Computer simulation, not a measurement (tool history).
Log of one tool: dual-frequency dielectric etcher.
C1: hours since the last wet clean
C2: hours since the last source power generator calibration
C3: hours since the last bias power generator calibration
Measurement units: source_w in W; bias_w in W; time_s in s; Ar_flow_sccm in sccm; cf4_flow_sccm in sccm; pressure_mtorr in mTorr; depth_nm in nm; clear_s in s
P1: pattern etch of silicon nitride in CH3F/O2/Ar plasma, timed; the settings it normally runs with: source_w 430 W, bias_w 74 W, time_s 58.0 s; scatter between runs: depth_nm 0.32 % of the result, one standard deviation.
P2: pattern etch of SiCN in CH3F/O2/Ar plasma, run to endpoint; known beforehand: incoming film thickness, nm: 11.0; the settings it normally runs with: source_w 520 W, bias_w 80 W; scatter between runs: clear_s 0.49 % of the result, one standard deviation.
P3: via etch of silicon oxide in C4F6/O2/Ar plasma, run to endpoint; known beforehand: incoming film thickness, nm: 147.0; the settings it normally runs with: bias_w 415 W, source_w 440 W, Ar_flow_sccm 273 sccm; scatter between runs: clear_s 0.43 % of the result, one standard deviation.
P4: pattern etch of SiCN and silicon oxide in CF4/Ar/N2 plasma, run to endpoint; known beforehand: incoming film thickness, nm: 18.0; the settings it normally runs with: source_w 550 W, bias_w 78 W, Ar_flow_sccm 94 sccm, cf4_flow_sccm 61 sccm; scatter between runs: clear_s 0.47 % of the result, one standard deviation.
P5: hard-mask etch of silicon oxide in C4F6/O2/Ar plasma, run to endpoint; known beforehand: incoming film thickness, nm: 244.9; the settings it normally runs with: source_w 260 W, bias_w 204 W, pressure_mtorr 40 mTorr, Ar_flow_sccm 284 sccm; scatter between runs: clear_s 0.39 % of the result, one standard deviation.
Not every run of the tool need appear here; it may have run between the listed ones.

{"run": 1, "day": 0.2, "process": "P1", "source_w": 430, "bias_w": 74, "time_s": 58.0, "C1": 101.5, "C2": 2316.8, "C3": 1086.7, "depth_nm": 42.813}
{"run": 2, "day": 0.329, "process": "P4", "source_w": 550, "bias_w": 78, "Ar_flow_sccm": 112, "cf4_flow_sccm": 61, "C1": 104.6, "C2": 2319.9, "C3": 1089.8, "clear_s": 17.757}
{"run": 3, "day": 0.492, "process": "P4", "source_w": 550, "bias_w": 55, "Ar_flow_sccm": 94, "cf4_flow_sccm": 61, "C1": 108.5, "C2": 2323.8, "C3": 1093.7, "clear_s": 19.254}
{"run": 4, "day": 0.708, "process": "P2", "source_w": 310, "bias_w": 80, "C1": 113.7, "C2": 2329.0, "C3": 1098.9, "clear_s": 32.286}
{"run": 5, "day": 0.925, "process": "P5", "source_w": 260, "bias_w": 204, "Ar_flow_sccm": 284, "pressure_mtorr": 40, "C1": 118.9, "C2": 2334.2, "C3": 1104.1, "clear_s": 91.224}
{"run": 6, "day": 1.046, "process": "P2", "source_w": 520, "bias_w": 59, "C1": 121.8, "C2": 2337.1, "C3": 1107.0, "clear_s": 29.702}
{"run": 7, "day": 1.238, "process": "P5", "source_w": 260, "bias_w": 204, "Ar_flow_sccm": 167, "pressure_mtorr": 40, "C1": 126.4, "C2": 2341.7, "C3": 1111.6, "clear_s": 86.217}
{"run": 8, "day": 1.4, "process": "P3", "source_w": 440, "bias_w": 415, "Ar_flow_sccm": 347, "C1": 130.3, "C2": 2345.6, "C3": 1115.5, "clear_s": 34.748}
{"run": 9, "day": 1.546, "process": "P5", "source_w": 340, "bias_w": 204, "Ar_flow_sccm": 284, "pressure_mtorr": 40, "C1": 133.8, "C2": 2349.1, "C3": 1119.0, "clear_s": 82.938}
{"run": 10, "day": 1.688, "process": "P1", "source_w": 430, "bias_w": 74, "time_s": 58.0, "C1": 137.2, "C2": 2352.5, "C3": 1122.4, "depth_nm": 42.916}
{"run": 11, "day": 1.9, "process": "P1", "source_w": 430, "bias_w": 54, "time_s": 58.0, "C1": 142.3, "C2": 2357.6, "C3": 1127.5, "depth_nm": 38.701}
{"run": 12, "day": 2.104, "process": "P1", "source_w": 430, "bias_w": 74, "time_s": 58.0, "C1": 147.2, "C2": 2362.5, "C3": 1132.4, "depth_nm": 42.713}
{"run": 13, "day": 2.329, "process": "P1", "source_w": 430, "bias_w": 74, "time_s": 58.0, "C1": 152.6, "C2": 2367.9, "C3": 1137.8, "depth_nm": 42.766}
{"run": 14, "day": 2.433, "process": "P2", "source_w": 520, "bias_w": 80, "C1": 155.1, "C2": 2370.4, "C3": 1140.3, "clear_s": 26.389}
{"run": 15, "day": 2.642, "process": "P4", "source_w": 550, "bias_w": 78, "Ar_flow_sccm": 94, "cf4_flow_sccm": 41, "C1": 160.1, "C2": 2375.4, "C3": 1145.3, "clear_s": 18.284}
{"day": 2.796, "done": "source power generator calibrated"}
{"run": 16, "day": 2.867, "process": "P1", "source_w": 270, "bias_w": 74, "time_s": 74.0, "C1": 165.5, "C2": 1.7, "C3": 1150.7, "depth_nm": 45.488}
{"run": 17, "day": 2.971, "process": "P1", "source_w": 430, "bias_w": 74, "time_s": 42.5, "C1": 168.0, "C2": 4.2, "C3": 1153.2, "depth_nm": 31.21}
{"run": 18, "day": 3.129, "process": "P2", "source_w": 520, "bias_w": 80, "C1": 171.8, "C2": 8.0, "C3": 1157.0, "clear_s": 26.666}
{"run": 19, "day": 3.312, "process": "P5", "source_w": 260, "bias_w": 252, "Ar_flow_sccm": 284, "pressure_mtorr": 40, "C1": 176.2, "C2": 12.4, "C3": 1161.4, "clear_s": 84.925}
{"run": 20, "day": 3.525, "process": "P3", "source_w": 260, "bias_w": 415, "Ar_flow_sccm": 273, "C1": 181.3, "C2": 17.5, "C3": 1166.5, "clear_s": 41.079}
{"run": 21, "day": 3.642, "process": "P1", "source_w": 300, "bias_w": 74, "time_s": 58.0, "C1": 184.1, "C2": 20.3, "C3": 1169.3, "depth_nm": 37.387}
{"run": 22, "day": 3.754, "process": "P1", "source_w": 430, "bias_w": 102, "time_s": 45.5, "C1": 186.8, "C2": 23.0, "C3": 1172.0, "depth_nm": 37.533}
{"run": 23, "day": 3.862, "process": "P5", "source_w": 260, "bias_w": 204, "Ar_flow_sccm": 284, "pressure_mtorr": 26, "C1": 189.4, "C2": 25.6, "C3": 1174.6, "clear_s": 86.92}
{"run": 24, "day": 4.05, "process": "P1", "source_w": 430, "bias_w": 74, "time_s": 58.0, "C1": 193.9, "C2": 30.1, "C3": 1179.1, "depth_nm": 42.737}
{"day": 4.108, "done": "bias power generator calibrated"}
{"run": 25, "day": 4.158, "process": "P4", "source_w": 550, "bias_w": 78, "Ar_flow_sccm": 94, "cf4_flow_sccm": 61, "C1": 196.5, "C2": 32.7, "C3": 1.3, "clear_s": 17.224}
{"run": 26, "day": 4.371, "process": "P3", "source_w": 440, "bias_w": 415, "Ar_flow_sccm": 273, "C1": 201.6, "C2": 37.8, "C3": 6.4, "clear_s": 33.848}
{"run": 27, "day": 4.567, "process": "P1", "source_w": 430, "bias_w": 100, "time_s": 58.0, "C1": 206.3, "C2": 42.5, "C3": 11.1, "depth_nm": 47.543}
{"run": 28, "day": 4.738, "process": "P1", "source_w": 580, "bias_w": 74, "time_s": 58.0, "C1": 210.4, "C2": 46.6, "C3": 15.2, "depth_nm": 47.981}
{"run": 29, "day": 4.842, "process": "P3", "source_w": 440, "bias_w": 245, "Ar_flow_sccm": 273, "C1": 212.9, "C2": 49.1, "C3": 17.7, "clear_s": 40.52}
{"run": 30, "day": 4.946, "process": "P1", "source_w": 430, "bias_w": 74, "time_s": 81.0, "C1": 215.4, "C2": 51.6, "C3": 20.2, "depth_nm": 59.403}
{"run": 31, "day": 5.108, "process": "P4", "source_w": 670, "bias_w": 78, "Ar_flow_sccm": 94, "cf4_flow_sccm": 61, "C1": 219.3, "C2": 55.5, "C3": 24.1, "clear_s": 14.376}
{"run": 32, "day": 5.254, "process": "P1", "source_w": 430, "bias_w": 74, "time_s": 58.0, "C1": 222.8, "C2": 59.0, "C3": 27.6, "depth_nm": 42.717}
{"run": 33, "day": 5.354, "process": "P1", "source_w": 430, "bias_w": 74, "time_s": 58.0, "C1": 225.2, "C2": 61.4, "C3": 30.0, "depth_nm": 42.617}
{"run": 34, "day": 5.546, "process": "P1", "source_w": 430, "bias_w": 74, "time_s": 58.0, "C1": 229.8, "C2": 66.0, "C3": 34.6, "depth_nm": 42.088}
{"run": 35, "day": 5.667, "process": "P1", "source_w": 430, "bias_w": 74, "time_s": 58.0, "C1": 232.7, "C2": 68.9, "C3": 37.5, "depth_nm": 42.286}
{"run": 36, "day": 5.804, "process": "P1", "source_w": 430, "bias_w": 74, "time_s": 58.0, "C1": 236.0, "C2": 72.2, "C3": 40.8, "depth_nm": 42.285}
{"day": 5.904, "done": "wet clean of the chamber"}
{"run": 37, "day": 6.012, "process": "P1", "source_w": 430, "bias_w": 74, "time_s": 58.0, "C1": 2.6, "C2": 77.2, "C3": 45.8, "depth_nm": 42.289}
{"run": 38, "day": 6.133, "process": "P1", "source_w": 430, "bias_w": 74, "time_s": 58.0, "C1": 5.5, "C2": 80.1, "C3": 48.7, "depth_nm": 42.446}
{"run": 39, "day": 6.279, "process": "P1", "source_w": 430, "bias_w": 74, "time_s": 58.0, "C1": 9.0, "C2": 83.6, "C3": 52.2, "depth_nm": 42.002}
{"run": 40, "day": 6.421, "process": "P1", "source_w": 430, "bias_w": 74, "time_s": 58.0, "C1": 12.4, "C2": 87.0, "C3": 55.6, "depth_nm": 42.077}

Something has made what P1 gives creep away from where it was; the 2 causes below, each at its own stated size, fit the log equally well:
A: bias power that arrives under what is set, % = 4.52
B: source power that arrives under what is set, % = 4.08
Onset of the creep was near day 5.254.
Ruled out, with reasons:
chamber walls in a state that lowers the etch rate, %: serviced at day 5.904, after the drift had started, without restoring the earlier output

You are offered 4 check runs, listed below with question marks in place of their results; each one averages 3 wafers. Which run separates the listed causes by giving clearly different results for each?
{"run": "check 1", "day": 6.562, "process": "P3", "source_w": 440, "bias_w": 415, "Ar_flow_sccm": 273, "clear_s": "?"}
{"run": "check 2", "day": 6.562, "process": "P4", "source_w": 550, "bias_w": 78, "Ar_flow_sccm": 94, "cf4_flow_sccm": 61, "clear_s": "?"}
{"run": "check 3", "day": 6.562, "process": "P2", "source_w": 520, "bias_w": 80, "clear_s": "?"}
{"run": "check 4", "day": 6.562, "process": "P5", "source_w": 260, "bias_w": 204, "Ar_flow_sccm": 284, "pressure_mtorr": 40, "clear_s": "?"}

Outcome of each check run for each possible cause:
check=check_1 result=clear_s if_A=34.403 if_B=34.363
check=check_2 result=clear_s if_A=17.394 if_B=17.762
check=check_3 result=clear_s if_A=26.959 if_B=26.941
check=check_4 result=clear_s if_A=92.803 if_B=92.855
Smallest distance between any two causes, each pair judged by its most separating result, in per cent: check 1 0.12 %; check 2 2.09 %; check 3 0.07 %; check 4 0.06 %
Only check 2 tells the causes apart: in the others they would give nearly the same result.

Then check 2 was run and gave: clear_s 17.837 s. Which cause is it?

Of the candidate causes, it is B: source power that arrives under what is set, %.

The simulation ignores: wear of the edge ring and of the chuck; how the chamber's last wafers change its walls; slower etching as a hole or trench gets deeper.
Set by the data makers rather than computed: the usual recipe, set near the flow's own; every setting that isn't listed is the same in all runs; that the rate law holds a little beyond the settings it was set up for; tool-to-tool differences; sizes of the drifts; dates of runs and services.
